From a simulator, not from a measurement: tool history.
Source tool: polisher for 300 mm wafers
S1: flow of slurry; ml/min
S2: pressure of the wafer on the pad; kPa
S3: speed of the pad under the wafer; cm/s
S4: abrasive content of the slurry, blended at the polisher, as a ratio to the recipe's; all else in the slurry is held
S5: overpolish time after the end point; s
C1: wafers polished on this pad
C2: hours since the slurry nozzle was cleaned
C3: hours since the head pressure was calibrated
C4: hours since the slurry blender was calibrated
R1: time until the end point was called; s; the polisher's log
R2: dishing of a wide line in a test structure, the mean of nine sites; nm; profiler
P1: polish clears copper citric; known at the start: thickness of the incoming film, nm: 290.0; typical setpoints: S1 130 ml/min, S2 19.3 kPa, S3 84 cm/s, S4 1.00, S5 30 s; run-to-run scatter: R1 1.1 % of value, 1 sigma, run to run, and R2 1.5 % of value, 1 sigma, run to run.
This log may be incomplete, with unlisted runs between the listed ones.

run	hour	S1	S2	S3	S4	S5	C1	C2	C3	C4	R1	R2
1	12.1	130	19.3	84	1.00	30	407	181.5	300.2	94.2	167.480	34.869
2	28.5	130	19.3	106	0.55	30	476	197.9	316.6	110.6	147.160	38.760
3	45.9	130	24.8	118	1.00	30	549	215.3	334.0	128.0	92.772	58.720
4	61.2	130	19.3	84	1.00	30	613	230.6	349.3	143.3	164.210	35.204
5	71.6	85	19.3	84	1.00	30	657	241.0	359.7	153.7	180.340	32.757
6	87.7	130	19.3	84	1.00	30	724	257.1	375.8	169.8	162.840	34.811
7	102.5	130	19.3	84	1.00	58	787	271.9	390.6	184.6	167.820	60.736
8	111.4	130	19.3	58	1.00	30	824	280.8	399.5	193.5	235.270	24.722
# hour 114.2: head pressure recalibrated
9	129.6	130	28.3	84	1.00	30	900	299.0	15.4	211.7	115.740	48.948
10	147.7	130	19.3	84	1.00	16	976	317.1	33.5	229.8	164.930	19.840
11	160.3	130	19.3	84	1.00	30	1029	329.7	46.1	242.4	166.730	34.532
12	171.9	200	19.3	84	1.00	30	1078	341.3	57.7	254.0	155.630	36.202
13	190.6	130	19.3	114	1.00	30	1156	360.0	76.4	272.7	121.900	45.608
14	203.1	130	9.0	84	1.00	30	1209	372.5	88.9	285.2	344.350	17.420
15	219.6	130	19.3	84	1.50	30	1278	389.0	105.4	301.7	148.880	37.472
16	234.6	130	19.3	84	0.80	30	1341	404.0	120.4	316.7	172.430	34.011
17	251.5	130	19.3	84	1.00	30	1412	420.9	137.3	333.6	166.990	34.950
18	261.1	130	19.3	84	1.00	30	1452	430.5	146.9	343.2	163.830	35.641
19	269.3	130	19.3	84	1.00	30	1487	438.7	155.1	351.4	162.680	34.402
20	286.8	130	19.3	84	1.00	30	1560	456.2	172.6	368.9	173.360	34.006
21	297.0	130	19.3	84	1.00	30	1603	466.4	182.8	379.1	176.140	34.374
22	305.7	130	19.3	84	1.00	30	1639	475.1	191.5	387.8	176.550	32.885
23	317.4	130	19.3	84	1.00	30	1688	486.8	203.2	399.5	178.580	32.653
24	328.2	130	19.3	84	1.00	30	1734	497.6	214.0	410.3	182.350	31.710
25	336.7	130	19.3	84	1.00	30	1769	506.1	222.5	418.8	182.190	32.588
26	345.4	130	19.3	84	1.00	30	1806	514.8	231.2	427.5	183.390	31.953
27	356.9	130	19.3	84	1.00	30	1854	526.3	242.7	439.0	186.430	31.601
# hour 359.5: slurry blender recalibrated
# hour 366.6: head pressure recalibrated
28	373.3	130	19.3	84	1.00	30	1923	542.7	6.8	13.8	185.900	32.610
29	389.6	130	19.3	84	1.00	30	1991	559.0	23.1	30.1	182.610	31.443
30	405.3	130	19.3	84	1.00	30	2057	574.7	38.8	45.8	190.080	32.371

P1 no longer gives what it gave before; its output has crept away from where it was. The following 2 causes, each at its listed size, fit the log equally well:
A: slurry flow missing at the pad, % = 39.2
B: removal rate lost through wear of the pad, % = 11.6
The process output started creeping at around hour 269.3.
Excluded causes, each with its reason:
head's pressure below its setpoint, %: serviced after onset, at hour 366.6, with no recovery of the prior output
abrasive missing from the slurry, %: serviced after onset, at hour 359.5, with no recovery of the prior output

Of the 4 check runs below, each run on 5 wafers with the results averaged and each result still a question mark, which one would tell the listed causes apart?
check 1	421.0	195	19.3	84	1.35	30					?	?
check 2	421.0	130	10.3	84	1.00	58					?	?
check 3	421.0	130	19.3	84	1.45	58					?	?
check 4	421.0	130	11.7	84	1.45	30					?	?

How each check would come out, cause by cause:
check	result	if A	if B
check 1	R1	157.890	163.930
check 1	R2	36.720	35.551
check 2	R1	340.430	340.280
check 2	R2	32.137	32.149
check 3	R1	172.560	172.490
check 3	R2	58.475	58.494
check 4	R1	278.720	278.600
check 4	R2	21.694	21.702
Distance between the nearest two causes, measured in the result of the check that separates them most: check 1 3.75 %; check 2 0.04 %; check 3 0.04 %; check 4 0.04 %
The other checks would show nearly matching results whichever cause is true, so check 1 is the only one that separates the causes.

Then check 1 was run and gave: R1 157.140 s; R2 36.828 nm. Which cause is it?

The cause is A: slurry flow missing at the pad, %.
